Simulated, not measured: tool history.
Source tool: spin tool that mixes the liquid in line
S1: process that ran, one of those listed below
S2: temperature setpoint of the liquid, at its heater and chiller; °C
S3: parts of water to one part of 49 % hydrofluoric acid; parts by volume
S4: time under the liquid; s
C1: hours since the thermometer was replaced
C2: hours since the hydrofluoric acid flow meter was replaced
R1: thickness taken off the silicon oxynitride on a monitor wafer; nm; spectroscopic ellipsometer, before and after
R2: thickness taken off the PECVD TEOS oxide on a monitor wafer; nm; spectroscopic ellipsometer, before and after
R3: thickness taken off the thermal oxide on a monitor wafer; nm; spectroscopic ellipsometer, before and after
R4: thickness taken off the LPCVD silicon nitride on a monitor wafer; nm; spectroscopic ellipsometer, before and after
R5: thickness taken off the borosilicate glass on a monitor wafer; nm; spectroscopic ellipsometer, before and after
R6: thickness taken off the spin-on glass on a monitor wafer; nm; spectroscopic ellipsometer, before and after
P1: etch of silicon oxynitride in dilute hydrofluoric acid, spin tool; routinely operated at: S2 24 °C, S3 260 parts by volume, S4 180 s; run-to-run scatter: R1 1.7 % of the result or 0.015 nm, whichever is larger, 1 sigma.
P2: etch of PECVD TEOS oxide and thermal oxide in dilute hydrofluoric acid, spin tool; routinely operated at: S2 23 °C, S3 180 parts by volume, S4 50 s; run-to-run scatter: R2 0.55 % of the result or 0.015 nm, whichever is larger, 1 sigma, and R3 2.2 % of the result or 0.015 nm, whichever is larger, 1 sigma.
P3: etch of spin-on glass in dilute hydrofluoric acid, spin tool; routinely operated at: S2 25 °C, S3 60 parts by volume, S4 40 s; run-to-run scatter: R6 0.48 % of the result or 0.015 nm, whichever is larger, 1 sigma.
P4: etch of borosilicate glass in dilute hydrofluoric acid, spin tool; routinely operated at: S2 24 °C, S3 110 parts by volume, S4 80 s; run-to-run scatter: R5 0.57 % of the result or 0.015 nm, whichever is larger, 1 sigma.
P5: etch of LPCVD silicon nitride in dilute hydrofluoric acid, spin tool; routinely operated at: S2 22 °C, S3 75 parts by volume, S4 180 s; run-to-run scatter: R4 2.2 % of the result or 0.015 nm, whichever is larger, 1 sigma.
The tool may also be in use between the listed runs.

run   hour  S1    S2   S3   S4     C1     C2       R1      R2      R3      R4      R5      R6
  1      7  P1    24  260  180  224.9  590.5   1.5432
  2   11.1  P2    23  180   50    229  594.6           4.2689   1.119
  3   16.8  P2    23  180   90  234.7  600.3           7.7423  2.1442
  4   22.7  P1    24  260  180  240.6  606.2   1.6304
  5   27.7  P5    22   75  180  245.6  611.2                            1.007
  6   33.3  P4    24  110   80  251.2  616.8                                   25.263
  7   37.6  P1    24  260   15  255.5  621.1  0.13599
  8   44.4  P1    24  415  180  262.3  627.9  0.88135
  9   51.9  P5  29.5   75  180  269.8  635.4                           1.6562
 10     58  P1    24  260  180  275.9  641.5   1.6003
 11     62  P1    28  260  180  279.9  645.5   1.9121
 12   68.8  P4  17.5  110   80  286.7  652.3                                   19.466
 13   73.8  P5    22   75  180  291.7  657.3                           1.0158
 14   81.1  P1    24  260  180    299  664.6     1.59
        83  -- thermometer replaced
 15     85  P4    24  155   80      2  668.5                                   17.074
 16   92.2  P3    25   60   40    9.2  675.7                                           31.785
 17   98.5  P1    24  150  180   15.5    682   3.0386
 18  104.7  P2    23  180   50   21.7  688.2           4.3205  1.1542
 19  113.2  P4    24  110   80   30.2  696.7                                   25.465
 20  118.4  P5    22   75  360   35.4  701.9                           1.9508
     120.1  -- hydrofluoric acid flow meter replaced
 21  125.2  P5    22   25  180   42.2    5.2                           2.8935
 22  131.4  P3    25   60   60   48.4   11.4                                           47.559
 23    139  P1    17  260  180     56     19   1.0976
 24  146.3  P3    19   60   40   63.3   26.3                                           24.515
 25  150.5  P4    24  110  155   67.5   30.5                                   49.442
 26  155.1  P3    25  100   40   72.1   35.1                                           18.083
 27  160.3  P1    24  260  280   77.3   40.3   2.3874
 28  165.9  P1    24  110  260   82.9   45.9   6.0149
 29  174.1  P2    29  180   50   91.1   54.1           5.3918   1.425
 30  178.7  P2    23   45   50   95.7   58.7           20.029  5.4538

Run 31 is up next; what results do you expect?
 31  184.1  P1  24  260  180  101.1  64.1   ?

R1: 1.5349 nm
